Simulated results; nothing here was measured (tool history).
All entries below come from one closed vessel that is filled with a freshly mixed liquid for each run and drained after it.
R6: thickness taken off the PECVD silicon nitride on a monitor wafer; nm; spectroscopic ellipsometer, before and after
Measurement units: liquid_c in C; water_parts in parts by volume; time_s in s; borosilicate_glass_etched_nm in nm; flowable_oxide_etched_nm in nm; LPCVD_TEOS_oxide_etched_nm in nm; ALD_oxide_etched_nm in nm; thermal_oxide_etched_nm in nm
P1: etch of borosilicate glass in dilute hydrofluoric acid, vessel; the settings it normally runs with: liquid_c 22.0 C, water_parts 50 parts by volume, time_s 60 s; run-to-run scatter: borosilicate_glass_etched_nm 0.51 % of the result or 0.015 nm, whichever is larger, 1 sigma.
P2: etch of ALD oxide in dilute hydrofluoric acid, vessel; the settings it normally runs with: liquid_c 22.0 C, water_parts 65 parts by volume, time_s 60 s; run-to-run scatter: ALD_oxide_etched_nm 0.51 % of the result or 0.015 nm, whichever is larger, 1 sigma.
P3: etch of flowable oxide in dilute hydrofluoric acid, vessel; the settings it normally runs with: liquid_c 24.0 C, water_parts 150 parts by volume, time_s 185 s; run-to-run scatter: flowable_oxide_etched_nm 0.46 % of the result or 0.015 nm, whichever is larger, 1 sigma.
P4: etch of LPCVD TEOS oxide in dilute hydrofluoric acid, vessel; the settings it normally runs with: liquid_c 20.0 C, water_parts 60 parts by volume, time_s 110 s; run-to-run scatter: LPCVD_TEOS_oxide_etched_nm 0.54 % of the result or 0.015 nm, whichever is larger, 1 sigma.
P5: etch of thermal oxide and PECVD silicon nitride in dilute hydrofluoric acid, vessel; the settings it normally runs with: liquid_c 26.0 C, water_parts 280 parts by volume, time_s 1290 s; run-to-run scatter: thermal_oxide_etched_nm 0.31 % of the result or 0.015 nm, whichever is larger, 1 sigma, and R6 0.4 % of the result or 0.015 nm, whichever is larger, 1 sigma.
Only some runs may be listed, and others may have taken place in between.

Run 1, hour 6.9: process P1, liquid_c 22.0 C, water_parts 50 parts by volume, time_s 60 s. Result: borosilicate_glass_etched_nm 35.436 nm.
Run 2, hour 19.5: process P1, liquid_c 22.0 C, water_parts 50 parts by volume, time_s 60 s. Result: borosilicate_glass_etched_nm 35.414 nm.
Run 3, hour 34.2: process P1, liquid_c 22.0 C, water_parts 20 parts by volume, time_s 60 s. Result: borosilicate_glass_etched_nm 92.228 nm.
At hour 42.9: hydrofluoric acid flow meter replaced.
Run 4, hour 45.7: process P1, liquid_c 22.0 C, water_parts 50 parts by volume, time_s 60 s. Result: borosilicate_glass_etched_nm 35.452 nm.
Run 5, hour 57.9: process P3, liquid_c 24.0 C, water_parts 150 parts by volume, time_s 185 s. Result: flowable_oxide_etched_nm 41.7980 nm.
Run 6, hour 70.5: process P1, liquid_c 22.0 C, water_parts 20 parts by volume, time_s 30 s. Result: borosilicate_glass_etched_nm 45.980 nm.
Run 7, hour 82.3: process P4, liquid_c 20.0 C, water_parts 20 parts by volume, time_s 110 s. Result: LPCVD_TEOS_oxide_etched_nm 169.320 nm.
Run 8, hour 96.3: process P1, liquid_c 17.0 C, water_parts 50 parts by volume, time_s 60 s. Result: borosilicate_glass_etched_nm 28.448 nm.
Run 9, hour 110.5: process P2, liquid_c 17.0 C, water_parts 65 parts by volume, time_s 60 s. Result: ALD_oxide_etched_nm 19.696 nm.
Run 10, hour 118.9: process P4, liquid_c 20.0 C, water_parts 60 parts by volume, time_s 165 s. Result: LPCVD_TEOS_oxide_etched_nm 81.378 nm.
Run 11, hour 130.8: process P3, liquid_c 24.0 C, water_parts 95 parts by volume, time_s 185 s. Result: flowable_oxide_etched_nm 70.4150 nm.
Run 12, hour 138.6: process P1, liquid_c 22.0 C, water_parts 50 parts by volume, time_s 60 s. Result: borosilicate_glass_etched_nm 35.394 nm.
Run 13, hour 152.7: process P2, liquid_c 22.0 C, water_parts 65 parts by volume, time_s 120 s. Result: ALD_oxide_etched_nm 48.238 nm.
Run 14, hour 161.3: process P2, liquid_c 22.0 C, water_parts 110 parts by volume, time_s 60 s. Result: ALD_oxide_etched_nm 13.500 nm.
Run 15, hour 174.2: process P2, liquid_c 22.0 C, water_parts 65 parts by volume, time_s 60 s. Result: ALD_oxide_etched_nm 24.266 nm.
Run 16, hour 181.7: process P5, liquid_c 26.0 C, water_parts 280 parts by volume, time_s 1290 s. Result: thermal_oxide_etched_nm 19.586 nm, R6 11.7630 nm.
Run 17, hour 191.4: process P1, liquid_c 29.0 C, water_parts 50 parts by volume, time_s 60 s. Result: borosilicate_glass_etched_nm 46.855 nm.
Run 18, hour 199.0: process P5, liquid_c 26.0 C, water_parts 280 parts by volume, time_s 2465 s. Result: thermal_oxide_etched_nm 37.435 nm, R6 22.4250 nm.
Run 19, hour 212.5: process P5, liquid_c 19.0 C, water_parts 280 parts by volume, time_s 1290 s. Result: thermal_oxide_etched_nm 15.185 nm, R6 7.6955 nm.
Run 20, hour 221.9: process P3, liquid_c 24.0 C, water_parts 150 parts by volume, time_s 30 s. Result: flowable_oxide_etched_nm 6.7548 nm.
Run 21, hour 233.0: process P1, liquid_c 22.0 C, water_parts 50 parts by volume, time_s 105 s. Result: borosilicate_glass_etched_nm 62.478 nm.
Run 22, hour 242.3: process P4, liquid_c 20.0 C, water_parts 60 parts by volume, time_s 110 s. Result: LPCVD_TEOS_oxide_etched_nm 53.880 nm.
Run 23, hour 250.1: process P1, liquid_c 22.0 C, water_parts 70 parts by volume, time_s 60 s. Result: borosilicate_glass_etched_nm 24.716 nm.
Run 24, hour 260.2: process P4, liquid_c 25.5 C, water_parts 60 parts by volume, time_s 110 s. Result: LPCVD_TEOS_oxide_etched_nm 67.414 nm.
Run 25, hour 273.3: process P3, liquid_c 17.0 C, water_parts 150 parts by volume, time_s 185 s. Result: flowable_oxide_etched_nm 31.5240 nm.
Run 26, hour 285.7: process P2, liquid_c 22.0 C, water_parts 65 parts by volume, time_s 60 s. Result: ALD_oxide_etched_nm 24.211 nm.
Run 27, hour 294.2: process P3, liquid_c 24.0 C, water_parts 150 parts by volume, time_s 185 s. Result: flowable_oxide_etched_nm 41.6650 nm.
Run 28, hour 303.1: process P5, liquid_c 26.0 C, water_parts 150 parts by volume, time_s 1290 s. Result: thermal_oxide_etched_nm 42.126 nm, R6 21.9870 nm.
Run 29, hour 317.4: process P1, liquid_c 22.0 C, water_parts 50 parts by volume, time_s 35 s. Result: borosilicate_glass_etched_nm 20.467 nm.
Run 30, hour 330.1: process P1, liquid_c 22.0 C, water_parts 50 parts by volume, time_s 60 s. Result: borosilicate_glass_etched_nm 35.268 nm.
Run 31, hour 344.5: process P4, liquid_c 20.0 C, water_parts 60 parts by volume, time_s 110 s. Result: LPCVD_TEOS_oxide_etched_nm 53.845 nm.
Run 32, hour 359.0: process P1, liquid_c 22.0 C, water_parts 50 parts by volume, time_s 60 s. Result: borosilicate_glass_etched_nm 35.262 nm.
Run 33, hour 369.2: process P1, liquid_c 22.0 C, water_parts 50 parts by volume, time_s 60 s. Result: borosilicate_glass_etched_nm 37.347 nm.
Run 34, hour 382.5: process P1, liquid_c 22.0 C, water_parts 50 parts by volume, time_s 60 s. Result: borosilicate_glass_etched_nm 38.213 nm.
Run 35, hour 391.6: process P1, liquid_c 22.0 C, water_parts 50 parts by volume, time_s 60 s. Result: borosilicate_glass_etched_nm 38.416 nm.
Run 36, hour 404.6: process P1, liquid_c 22.0 C, water_parts 50 parts by volume, time_s 60 s. Result: borosilicate_glass_etched_nm 38.792 nm.
Run 37, hour 416.6: process P1, liquid_c 22.0 C, water_parts 50 parts by volume, time_s 60 s. Result: borosilicate_glass_etched_nm 38.592 nm.
Run 38, hour 424.2: process P1, liquid_c 22.0 C, water_parts 50 parts by volume, time_s 60 s. Result: borosilicate_glass_etched_nm 38.972 nm.

P1 has crept away from where it was. The log is fitted equally well by each of these 2 causes, at the sizes shown:
A: hydrofluoric acid flow above the setpoint (%) = 8.78
B: liquid hotter than its thermometer reads (K) = 2.16
The creep began at about hour 359.0.

Which of the 4 check runs listed below separates the causes, so that each cause would produce a clearly different result? Each run uses one wafer, and its results are marked with question marks.
Run check 1, hour 431.8: process P5, liquid_c 26.0 C, water_parts 280 parts by volume, time_s 1975 s. Result: thermal_oxide_etched_nm ?, R6 ?.
Run check 2, hour 431.8: process P3, liquid_c 17.0 C, water_parts 150 parts by volume, time_s 30 s. Result: flowable_oxide_etched_nm ?.
Run check 3, hour 431.8: process P4, liquid_c 23.5 C, water_parts 20 parts by volume, time_s 110 s. Result: LPCVD_TEOS_oxide_etched_nm ?.
Run check 4, hour 431.8: process P2, liquid_c 17.0 C, water_parts 110 parts by volume, time_s 60 s. Result: ALD_oxide_etched_nm ?.

Expected result of each check under each candidate cause:
  check                      result     if A     if B
check 1     thermal_oxide_etched_nm   33.357   32.220
check 1                          R6  19.6080  20.4980
check 2    flowable_oxide_etched_nm   5.6311   5.5840
check 3  LPCVD_TEOS_oxide_etched_nm  214.920  215.930
check 4         ALD_oxide_etched_nm   12.140   12.096
Separation of the two closest causes in each check, using whichever result separates them best: check 1 4.44 %; check 2 0.84 %; check 3 0.47 %; check 4 0.36 %
Check 1 tells the causes apart: in the others they would give nearly the same result.

Check 1 was then run and gave: thermal_oxide_etched_nm 33.463 nm; R6 19.6710 nm. Which cause is it?

A is the cause: hydrofluoric acid flow above the setpoint (%).
